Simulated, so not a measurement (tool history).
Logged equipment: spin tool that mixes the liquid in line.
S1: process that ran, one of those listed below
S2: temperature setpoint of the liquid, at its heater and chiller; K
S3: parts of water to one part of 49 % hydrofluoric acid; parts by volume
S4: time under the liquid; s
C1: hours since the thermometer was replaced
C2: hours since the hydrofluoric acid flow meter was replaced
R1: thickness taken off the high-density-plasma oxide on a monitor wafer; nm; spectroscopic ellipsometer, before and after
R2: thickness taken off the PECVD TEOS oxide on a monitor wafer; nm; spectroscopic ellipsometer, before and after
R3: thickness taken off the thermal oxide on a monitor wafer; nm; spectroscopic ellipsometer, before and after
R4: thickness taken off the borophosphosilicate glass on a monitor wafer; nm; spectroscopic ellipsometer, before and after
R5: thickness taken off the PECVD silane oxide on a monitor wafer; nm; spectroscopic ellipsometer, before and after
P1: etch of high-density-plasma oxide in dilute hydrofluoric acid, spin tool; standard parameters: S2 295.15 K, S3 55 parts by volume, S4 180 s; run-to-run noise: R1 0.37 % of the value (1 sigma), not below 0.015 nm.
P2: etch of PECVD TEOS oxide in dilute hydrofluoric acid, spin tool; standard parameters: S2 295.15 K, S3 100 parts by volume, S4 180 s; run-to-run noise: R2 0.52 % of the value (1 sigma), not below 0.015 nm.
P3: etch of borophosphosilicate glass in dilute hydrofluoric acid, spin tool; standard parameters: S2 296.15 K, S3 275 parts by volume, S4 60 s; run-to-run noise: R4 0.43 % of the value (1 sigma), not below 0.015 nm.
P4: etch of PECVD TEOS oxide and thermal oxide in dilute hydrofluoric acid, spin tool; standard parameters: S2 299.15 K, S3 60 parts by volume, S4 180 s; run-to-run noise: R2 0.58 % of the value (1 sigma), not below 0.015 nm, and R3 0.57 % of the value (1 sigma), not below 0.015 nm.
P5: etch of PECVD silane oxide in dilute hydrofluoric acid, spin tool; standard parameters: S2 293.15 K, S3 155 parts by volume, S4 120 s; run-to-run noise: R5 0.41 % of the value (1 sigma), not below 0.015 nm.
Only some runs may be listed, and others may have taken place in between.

run	day	S1	S2	S3	S4	C1	C2	R1	R2	R3	R4	R5
1	0.554	P1	295.15	55	180	1013.0	641.7	20.4140				
2	1.138	P4	299.15	20	180	1027.0	655.7		135.410	49.035		
3	1.621	P2	295.15	100	180	1038.6	667.3		34.673			
4	1.962	P3	296.15	275	110	1046.8	675.5				16.8390	
5	2.483	P3	296.15	505	60	1059.3	688.0				4.0819	
6	2.796	P1	290.15	55	180	1066.8	695.5	16.5780				
7	3.429	P1	295.15	55	180	1082.0	710.7	20.4920				
8	3.933	P2	295.15	100	180	1094.1	722.8		35.113			
9	4.304	P1	295.15	55	15	1103.0	731.7	1.7246				
10	4.808	P1	295.15	95	180	1115.1	743.8	11.3090				
11	5.158	P5	293.15	155	225	1123.5	752.2					33.032
12	5.592	P1	295.15	55	180	1133.9	762.6	20.4010				
13	6.192	P4	299.15	60	310	1148.3	777.0		73.931	26.547		
14	6.504	P5	301.15	155	120	1155.8	784.5					23.805
15	6.862	P5	293.15	25	120	1164.4	793.1					126.850
16	7.158	P3	296.15	275	60	1171.5	800.2				9.1772	
17	7.554	P5	293.15	155	120	1181.0	809.7					17.782
18	8.146	P1	295.15	30	180	1195.2	823.9	38.7470				
19	8.596	P1	295.15	55	180	1206.0	834.7	20.4880				
20	9.075	P4	299.15	60	180	1217.5	846.2		43.093	15.569		
21	9.683	P3	296.15	275	60	1232.1	860.8				9.2521	
22	10.096	P1	295.15	55	180	1242.0	870.7	20.4080				
23	10.508	P3	303.15	275	60	1251.9	880.6				11.7580	
24	11.033	P1	290.15	55	90	1264.5	893.2	8.2982				
25	11.325	P2	295.15	100	340	1271.5	900.2		66.071			
# day 11.667: hydrofluoric acid flow meter replaced
26	11.679	P4	299.15	60	180	1280.0	0.3		43.087	15.587		
27	12.150	P1	301.15	55	180	1291.3	11.6	26.0650				
28	12.783	P4	306.65	60	180	1306.5	26.8		57.791	20.675		
29	13.075	P1	295.15	55	275	1313.5	33.8	31.4650				
30	13.508	P2	295.15	135	180	1323.9	44.2		25.046			
31	14.133	P2	301.65	100	180	1338.9	59.2		44.960			
32	14.646	P1	295.15	55	180	1351.2	71.5	20.3930				
33	14.942	P1	295.15	55	180	1358.3	78.6	20.3860				
34	15.388	P1	295.15	55	180	1369.0	89.3	21.3580				
35	15.833	P1	295.15	55	180	1379.7	100.0	21.8900				
36	16.158	P1	295.15	55	180	1387.5	107.8	21.9880				
37	16.729	P1	295.15	55	180	1401.2	121.5	22.2980				
38	17.088	P1	295.15	55	180	1409.8	130.1	22.4250				
39	17.508	P1	295.15	55	180	1419.9	140.2	22.3780				

Something has made what P1 gives creep away from where it was; the 2 causes below, each at its own stated size, fit the log equally well:
A: liquid hotter than its thermometer reads (K) = 2.11
B: hydrofluoric acid flow above the setpoint (%) = 8.49
The creep began at about day 14.942.

4 check runs are offered, one wafer each, their results left as question marks. Which one tells the causes apart?
check 1	17.929	P4	306.65	25	180				?	?		
check 2	17.929	P5	300.15	75	120							?
check 3	17.929	P2	299.65	100	265				?			
check 4	17.929	P3	296.15	365	100						?	

Predicted outcomes, by check and by cause:
check	result	if A	if B
check 1	R2	159.010	159.480
check 1	R3	57.801	57.972
check 2	R5	57.446	57.869
check 3	R2	66.765	67.496
check 4	R4	11.4340	11.8640
Per check, the gap between the least separated pair of causes, taken in the result that splits them most: check 1 0.3 %; check 2 0.73 %; check 3 1.09 %; check 4 3.7 %
Only check 4 tells the causes apart: in the others they would give nearly the same result.

Check 4 was carried out, with these results: R4 11.4480 nm. Which of the listed causes is responsible?

A is the cause: liquid hotter than its thermometer reads (K).

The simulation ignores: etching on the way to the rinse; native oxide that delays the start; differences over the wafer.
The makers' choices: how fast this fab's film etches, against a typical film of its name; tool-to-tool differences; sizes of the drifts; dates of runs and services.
